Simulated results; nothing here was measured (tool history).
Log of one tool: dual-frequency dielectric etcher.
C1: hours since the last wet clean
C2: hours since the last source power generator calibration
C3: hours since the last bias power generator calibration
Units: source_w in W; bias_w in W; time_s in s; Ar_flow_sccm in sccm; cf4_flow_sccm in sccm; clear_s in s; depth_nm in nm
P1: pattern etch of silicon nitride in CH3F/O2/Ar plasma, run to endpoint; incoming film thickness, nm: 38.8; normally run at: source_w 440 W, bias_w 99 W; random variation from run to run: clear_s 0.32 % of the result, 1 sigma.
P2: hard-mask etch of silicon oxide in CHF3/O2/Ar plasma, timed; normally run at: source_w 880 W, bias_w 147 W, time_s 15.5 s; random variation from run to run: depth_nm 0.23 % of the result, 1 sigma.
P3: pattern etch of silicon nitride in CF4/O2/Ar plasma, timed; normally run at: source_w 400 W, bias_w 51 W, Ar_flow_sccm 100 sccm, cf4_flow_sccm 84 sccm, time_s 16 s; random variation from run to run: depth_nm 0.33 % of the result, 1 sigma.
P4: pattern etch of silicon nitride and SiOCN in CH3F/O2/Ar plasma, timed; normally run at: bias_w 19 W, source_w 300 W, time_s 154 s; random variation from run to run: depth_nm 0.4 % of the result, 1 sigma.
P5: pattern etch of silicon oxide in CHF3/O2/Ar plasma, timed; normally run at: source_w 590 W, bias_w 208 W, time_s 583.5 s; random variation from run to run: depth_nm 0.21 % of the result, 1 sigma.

{"run": 1, "hour": 14.1, "process": "P1", "source_w": 440, "bias_w": 99, "C1": 319.6, "C2": 1199.9, "C3": 2704.2, "clear_s": 49.133}
{"run": 2, "hour": 22.6, "process": "P4", "source_w": 190, "bias_w": 19, "time_s": 154, "C1": 328.1, "C2": 1208.4, "C3": 2712.7, "depth_nm": 14.798}
{"run": 3, "hour": 37.4, "process": "P2", "source_w": 880, "bias_w": 147, "time_s": 15.5, "C1": 342.9, "C2": 1223.2, "C3": 2727.5, "depth_nm": 33.475}
{"run": 4, "hour": 47.1, "process": "P4", "source_w": 300, "bias_w": 12, "time_s": 154, "C1": 352.6, "C2": 1232.9, "C3": 2737.2, "depth_nm": 14.325}
{"run": 5, "hour": 58.2, "process": "P2", "source_w": 880, "bias_w": 147, "time_s": 20.5, "C1": 363.7, "C2": 1244, "C3": 2748.3, "depth_nm": 44.29}
{"run": 6, "hour": 67.6, "process": "P2", "source_w": 880, "bias_w": 147, "time_s": 15.5, "C1": 373.1, "C2": 1253.4, "C3": 2757.7, "depth_nm": 33.471}
{"run": 7, "hour": 77.1, "process": "P3", "source_w": 400, "bias_w": 51, "time_s": 24.5, "Ar_flow_sccm": 100, "cf4_flow_sccm": 84, "C1": 382.6, "C2": 1262.9, "C3": 2767.2, "depth_nm": 37.952}
{"run": 8, "hour": 92.6, "process": "P1", "source_w": 440, "bias_w": 99, "C1": 398.1, "C2": 1278.4, "C3": 2782.7, "clear_s": 49.63}
{"run": 9, "hour": 108.5, "process": "P5", "source_w": 590, "bias_w": 293, "time_s": 583.5, "C1": 414, "C2": 1294.3, "C3": 2798.6, "depth_nm": 1321.8}
{"run": 10, "hour": 123.3, "process": "P1", "source_w": 270, "bias_w": 99, "C1": 428.8, "C2": 1309.1, "C3": 2813.4, "clear_s": 59.587}
{"run": 11, "hour": 136.8, "process": "P1", "source_w": 560, "bias_w": 79, "C1": 442.3, "C2": 1322.6, "C3": 2826.9, "clear_s": 48.982}
{"run": 12, "hour": 150.1, "process": "P1", "source_w": 440, "bias_w": 99, "C1": 455.6, "C2": 1335.9, "C3": 2840.2, "clear_s": 49.592}
{"run": 13, "hour": 159.5, "process": "P3", "source_w": 400, "bias_w": 51, "time_s": 16, "Ar_flow_sccm": 100, "cf4_flow_sccm": 84, "C1": 465, "C2": 1345.3, "C3": 2849.6, "depth_nm": 24.886}
{"run": 14, "hour": 169.6, "process": "P1", "source_w": 440, "bias_w": 99, "C1": 475.1, "C2": 1355.4, "C3": 2859.7, "clear_s": 49.309}
{"run": 15, "hour": 176.7, "process": "P3", "source_w": 400, "bias_w": 35, "time_s": 16, "Ar_flow_sccm": 100, "cf4_flow_sccm": 84, "C1": 482.2, "C2": 1362.5, "C3": 2866.8, "depth_nm": 21.676}
{"run": 16, "hour": 184.3, "process": "P3", "source_w": 400, "bias_w": 51, "time_s": 16, "Ar_flow_sccm": 120, "cf4_flow_sccm": 84, "C1": 489.8, "C2": 1370.1, "C3": 2874.4, "depth_nm": 24.409}
{"run": 17, "hour": 193.9, "process": "P5", "source_w": 590, "bias_w": 208, "time_s": 583.5, "C1": 499.4, "C2": 1379.7, "C3": 2884, "depth_nm": 1167.5}
{"run": 18, "hour": 203.8, "process": "P1", "source_w": 440, "bias_w": 57, "C1": 509.3, "C2": 1389.6, "C3": 2893.9, "clear_s": 60.123}
{"hour": 217.6, "done": "source power generator calibrated"}
{"run": 19, "hour": 219.5, "process": "P1", "source_w": 440, "bias_w": 99, "C1": 525, "C2": 1.9, "C3": 2909.6, "clear_s": 49.691}
{"run": 20, "hour": 227.6, "process": "P4", "source_w": 300, "bias_w": 19, "time_s": 154, "C1": 533.1, "C2": 10, "C3": 2917.7, "depth_nm": 17.322}
{"run": 21, "hour": 241.8, "process": "P1", "source_w": 440, "bias_w": 99, "C1": 547.3, "C2": 24.2, "C3": 2931.9, "clear_s": 49.558}
{"run": 22, "hour": 253.3, "process": "P2", "source_w": 1240, "bias_w": 147, "time_s": 15.5, "C1": 558.8, "C2": 35.7, "C3": 2943.4, "depth_nm": 38.165}
{"run": 23, "hour": 266.1, "process": "P3", "source_w": 530, "bias_w": 51, "time_s": 16, "Ar_flow_sccm": 100, "cf4_flow_sccm": 84, "C1": 571.6, "C2": 48.5, "C3": 2956.2, "depth_nm": 31.739}
{"run": 24, "hour": 280.1, "process": "P4", "source_w": 300, "bias_w": 19, "time_s": 103.5, "C1": 585.6, "C2": 62.5, "C3": 2970.2, "depth_nm": 11.603}
{"run": 25, "hour": 289.5, "process": "P5", "source_w": 350, "bias_w": 208, "time_s": 583.5, "C1": 595, "C2": 71.9, "C3": 2979.6, "depth_nm": 962.77}
{"run": 26, "hour": 303.8, "process": "P1", "source_w": 530, "bias_w": 99, "C1": 609.3, "C2": 86.2, "C3": 2993.9, "clear_s": 46.37}
{"run": 27, "hour": 316.5, "process": "P3", "source_w": 400, "bias_w": 51, "time_s": 16, "Ar_flow_sccm": 100, "cf4_flow_sccm": 61, "C1": 622, "C2": 98.9, "C3": 3006.6, "depth_nm": 23.819}
{"run": 28, "hour": 329.0, "process": "P4", "source_w": 300, "bias_w": 19, "time_s": 154, "C1": 634.5, "C2": 111.4, "C3": 3019.1, "depth_nm": 17.262}
{"run": 29, "hour": 341.2, "process": "P5", "source_w": 590, "bias_w": 208, "time_s": 583.5, "C1": 646.7, "C2": 123.6, "C3": 3031.3, "depth_nm": 1170}
{"run": 30, "hour": 352.7, "process": "P5", "source_w": 590, "bias_w": 208, "time_s": 854.5, "C1": 658.2, "C2": 135.1, "C3": 3042.8, "depth_nm": 1711.1}
{"run": 31, "hour": 363.1, "process": "P2", "source_w": 880, "bias_w": 195, "time_s": 15.5, "C1": 668.6, "C2": 145.5, "C3": 3053.2, "depth_nm": 36.682}
{"run": 32, "hour": 378.2, "process": "P1", "source_w": 440, "bias_w": 129, "C1": 683.7, "C2": 160.6, "C3": 3068.3, "clear_s": 44.863}
{"run": 33, "hour": 391.6, "process": "P1", "source_w": 440, "bias_w": 99, "C1": 697.1, "C2": 174, "C3": 3081.7, "clear_s": 49.76}
{"run": 34, "hour": 405.8, "process": "P1", "source_w": 320, "bias_w": 138, "C1": 711.3, "C2": 188.2, "C3": 3095.9, "clear_s": 49.011}
{"run": 35, "hour": 414.3, "process": "P1", "source_w": 440, "bias_w": 99, "C1": 719.8, "C2": 196.7, "C3": 3104.4, "clear_s": 49.412}
{"run": 36, "hour": 424.9, "process": "P1", "source_w": 440, "bias_w": 99, "C1": 730.4, "C2": 207.3, "C3": 3115, "clear_s": 49.889}
{"run": 37, "hour": 439.3, "process": "P1", "source_w": 440, "bias_w": 99, "C1": 744.8, "C2": 221.7, "C3": 3129.4, "clear_s": 49.866}
{"run": 38, "hour": 452.6, "process": "P1", "source_w": 440, "bias_w": 99, "C1": 758.1, "C2": 235, "C3": 3142.7, "clear_s": 50.215}
{"hour": 454.7, "done": "wet clean of the chamber"}
{"run": 39, "hour": 462.8, "process": "P1", "source_w": 440, "bias_w": 99, "C1": 8.1, "C2": 245.2, "C3": 3152.9, "clear_s": 50.101}
{"run": 40, "hour": 472.2, "process": "P1", "source_w": 440, "bias_w": 99, "C1": 17.5, "C2": 254.6, "C3": 3162.3, "clear_s": 50.196}
{"run": 41, "hour": 485.8, "process": "P1", "source_w": 440, "bias_w": 99, "C1": 31.1, "C2": 268.2, "C3": 3175.9, "clear_s": 50.463}
{"run": 42, "hour": 494.1, "process": "P1", "source_w": 440, "bias_w": 99, "C1": 39.4, "C2": 276.5, "C3": 3184.2, "clear_s": 50.469}

What P1 gives has crept away from where it was. These 2 causes fit the log equally well, each at the size given:
A: bias power that arrives under what is set, % = 4.33
B: source power that arrives under what is set, % = 4.21
The creep began at about hour 414.3.
Why every other cause is out:
chamber walls in a state that lowers the etch rate, %: serviced at hour 454.7, which brought nothing back

4 check runs are offered, each on 2 wafers whose results are averaged, their results left as question marks. Which one tells the causes apart?
{"run": "check 1", "hour": 502.4, "process": "P4", "source_w": 230, "bias_w": 19, "time_s": 154, "depth_nm": "?"}
{"run": "check 2", "hour": 502.4, "process": "P3", "source_w": 510, "bias_w": 51, "time_s": 20.5, "Ar_flow_sccm": 100, "cf4_flow_sccm": 84, "depth_nm": "?"}
{"run": "check 3", "hour": 502.4, "process": "P5", "source_w": 390, "bias_w": 208, "time_s": 583.5, "depth_nm": "?"}
{"run": "check 4", "hour": 502.4, "process": "P2", "source_w": 880, "bias_w": 178, "time_s": 15.5, "depth_nm": "?"}

What each check would give under each cause:
check=check_1 result=depth_nm if_A=15.515 if_B=15.592
check=check_2 result=depth_nm if_A=38.701 if_B=37.918
check=check_3 result=depth_nm if_A=986.03 if_B=985.53
check=check_4 result=depth_nm if_A=35.025 if_B=34.947
How far apart the two closest causes lie, in the result that separates them most: check 1 0.49 %; check 2 2.04 %; check 3 0.05 %; check 4 0.22 %
Only check 2 tells the causes apart: in the others they would give nearly the same result.

Then check 2 was run and gave: depth_nm 38.615 nm. Which cause is it?

It is A: bias power that arrives under what is set, %.
